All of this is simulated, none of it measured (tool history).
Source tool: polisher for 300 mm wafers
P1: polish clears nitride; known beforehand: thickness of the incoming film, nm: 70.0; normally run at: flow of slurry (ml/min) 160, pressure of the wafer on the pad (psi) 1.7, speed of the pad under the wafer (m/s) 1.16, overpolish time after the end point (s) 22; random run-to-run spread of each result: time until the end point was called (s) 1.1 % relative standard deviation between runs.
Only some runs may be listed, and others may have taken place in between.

| run | hour | flow of slurry (ml/min) | pressure of the wafer on the pad (psi) | speed of the pad under the wafer (m/s) | overpolish time after the end point (s) | wafers polished on this pad | hours since the slurry nozzle was cleaned | hours since the head pressure was calibrated | time until the end point was called (s) |
|---|---|---|---|---|---|---|---|---|---|
| 1 | 4.4 | 160 | 1.7 | 1.16 | 22 | 865 | 471.0 | 971.4 | 115.600 |
| 2 | 11.3 | 95 | 1.7 | 1.16 | 22 | 914 | 477.9 | 978.3 | 128.180 |
| 3 | 14.7 | 160 | 1.7 | 1.80 | 22 | 937 | 481.3 | 981.7 | 73.399 |
| 4 | 18.6 | 160 | 1.7 | 0.56 | 22 | 965 | 485.2 | 985.6 | 241.500 |
| 5 | 22.7 | 160 | 1.7 | 1.16 | 22 | 993 | 489.3 | 989.7 | 116.510 |
| 6 | 26.4 | 160 | 1.7 | 1.16 | 38 | 1019 | 493.0 | 993.4 | 115.280 |
| 7 | 33.8 | 160 | 0.8 | 0.86 | 22 | 1071 | 500.4 | 1000.8 | 329.240 |
| 8 | 38.5 | 235 | 1.7 | 1.16 | 22 | 1104 | 505.1 | 1005.5 | 110.960 |
|  | 39.3 | head pressure recalibrated |
| 9 | 42.3 | 215 | 1.7 | 0.64 | 22 | 1130 | 508.9 | 3.1 | 202.320 |
| 10 | 46.6 | 160 | 1.7 | 1.16 | 22 | 1160 | 513.2 | 7.4 | 114.270 |
| 11 | 53.5 | 160 | 1.7 | 1.16 | 22 | 1209 | 520.1 | 14.3 | 113.780 |
| 12 | 59.4 | 160 | 1.7 | 1.16 | 22 | 1250 | 526.0 | 20.2 | 114.470 |
| 13 | 66.3 | 160 | 1.0 | 1.16 | 22 | 1298 | 532.9 | 27.1 | 195.930 |
| 14 | 73.2 | 160 | 1.7 | 1.16 | 22 | 1347 | 539.8 | 34.0 | 114.450 |
| 15 | 80.4 | 160 | 2.7 | 1.16 | 22 | 1397 | 547.0 | 41.2 | 72.014 |
| 16 | 86.5 | 160 | 1.7 | 1.16 | 7 | 1440 | 553.1 | 47.3 | 116.850 |
| 17 | 89.8 | 160 | 1.7 | 1.16 | 22 | 1463 | 556.4 | 50.6 | 116.280 |
| 18 | 93.5 | 160 | 1.7 | 1.16 | 22 | 1488 | 560.1 | 54.3 | 118.910 |

Predict the results of run 19:
| 19 | 99.0 | 160 | 1.7 | 1.16 | 22 | 1527 | 565.6 | 59.8 | ? |

time until the end point was called (s): 121.420

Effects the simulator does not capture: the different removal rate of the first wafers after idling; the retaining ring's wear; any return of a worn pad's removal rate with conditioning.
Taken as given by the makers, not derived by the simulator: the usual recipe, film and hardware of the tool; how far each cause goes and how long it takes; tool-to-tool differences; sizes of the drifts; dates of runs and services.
